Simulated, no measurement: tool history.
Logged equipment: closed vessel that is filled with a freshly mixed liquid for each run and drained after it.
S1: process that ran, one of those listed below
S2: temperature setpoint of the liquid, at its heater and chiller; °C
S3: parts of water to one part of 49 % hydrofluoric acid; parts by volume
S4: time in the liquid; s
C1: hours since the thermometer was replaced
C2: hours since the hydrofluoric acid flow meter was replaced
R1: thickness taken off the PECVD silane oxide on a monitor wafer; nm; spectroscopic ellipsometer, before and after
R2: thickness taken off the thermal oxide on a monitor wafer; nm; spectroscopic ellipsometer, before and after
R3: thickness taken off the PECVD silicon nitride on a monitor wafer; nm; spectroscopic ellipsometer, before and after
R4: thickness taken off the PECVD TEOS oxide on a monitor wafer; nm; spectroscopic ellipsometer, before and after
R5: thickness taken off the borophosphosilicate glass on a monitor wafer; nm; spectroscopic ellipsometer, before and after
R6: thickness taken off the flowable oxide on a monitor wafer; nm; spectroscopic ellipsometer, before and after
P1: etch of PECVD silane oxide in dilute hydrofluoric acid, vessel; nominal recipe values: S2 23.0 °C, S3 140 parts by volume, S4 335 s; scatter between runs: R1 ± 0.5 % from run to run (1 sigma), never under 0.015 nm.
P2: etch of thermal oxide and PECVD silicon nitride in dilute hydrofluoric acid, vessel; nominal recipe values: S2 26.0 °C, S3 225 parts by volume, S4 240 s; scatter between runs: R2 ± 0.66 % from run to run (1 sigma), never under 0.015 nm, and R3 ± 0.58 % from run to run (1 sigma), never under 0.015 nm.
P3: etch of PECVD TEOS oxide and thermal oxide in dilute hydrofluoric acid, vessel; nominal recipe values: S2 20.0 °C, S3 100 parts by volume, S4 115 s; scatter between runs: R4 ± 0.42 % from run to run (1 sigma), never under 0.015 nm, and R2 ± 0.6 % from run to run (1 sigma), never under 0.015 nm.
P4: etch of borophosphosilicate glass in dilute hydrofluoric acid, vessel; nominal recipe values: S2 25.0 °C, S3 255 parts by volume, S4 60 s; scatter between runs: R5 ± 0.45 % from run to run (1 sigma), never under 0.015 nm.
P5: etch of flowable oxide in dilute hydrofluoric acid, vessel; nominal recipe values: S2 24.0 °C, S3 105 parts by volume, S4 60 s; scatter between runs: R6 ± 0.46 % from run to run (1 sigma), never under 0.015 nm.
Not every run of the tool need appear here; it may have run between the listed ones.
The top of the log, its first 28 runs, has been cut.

run,hour,S1,S2,S3,S4,C1,C2,R1,R2,R3,R4,R5,R6
29,280.7,P5,24.0,25,60,1586.9,731.2,,,,,,161.640
# hour 283.2: thermometer replaced
30,291.0,P5,28.5,105,60,7.8,741.5,,,,,,41.728
31,305.0,P3,20.0,150,115,21.8,755.5,,2.9763,,10.533,,
32,313.2,P1,23.0,190,565,30.0,763.7,38.0380,,,,,
33,320.9,P1,23.0,140,335,37.7,771.4,32.6510,,,,,
34,328.3,P1,23.0,140,335,45.1,778.8,31.9950,,,,,
35,337.8,P1,23.0,140,335,54.6,788.3,31.2340,,,,,
36,344.6,P1,23.0,140,335,61.4,795.1,30.9930,,,,,
37,355.2,P1,23.0,140,335,72.0,805.7,30.7860,,,,,
38,368.9,P1,23.0,140,335,85.7,819.4,30.4870,,,,,
39,376.0,P1,23.0,140,335,92.8,826.5,30.1930,,,,,
40,386.4,P1,23.0,140,335,103.2,836.9,30.4640,,,,,
41,400.1,P1,23.0,140,335,116.9,850.6,30.2830,,,,,

Forecast run 42:
42,408.4,P1,23.0,140,335,125.2,858.9,?,,,,,

{"run 42": {"R1": 30.186}}

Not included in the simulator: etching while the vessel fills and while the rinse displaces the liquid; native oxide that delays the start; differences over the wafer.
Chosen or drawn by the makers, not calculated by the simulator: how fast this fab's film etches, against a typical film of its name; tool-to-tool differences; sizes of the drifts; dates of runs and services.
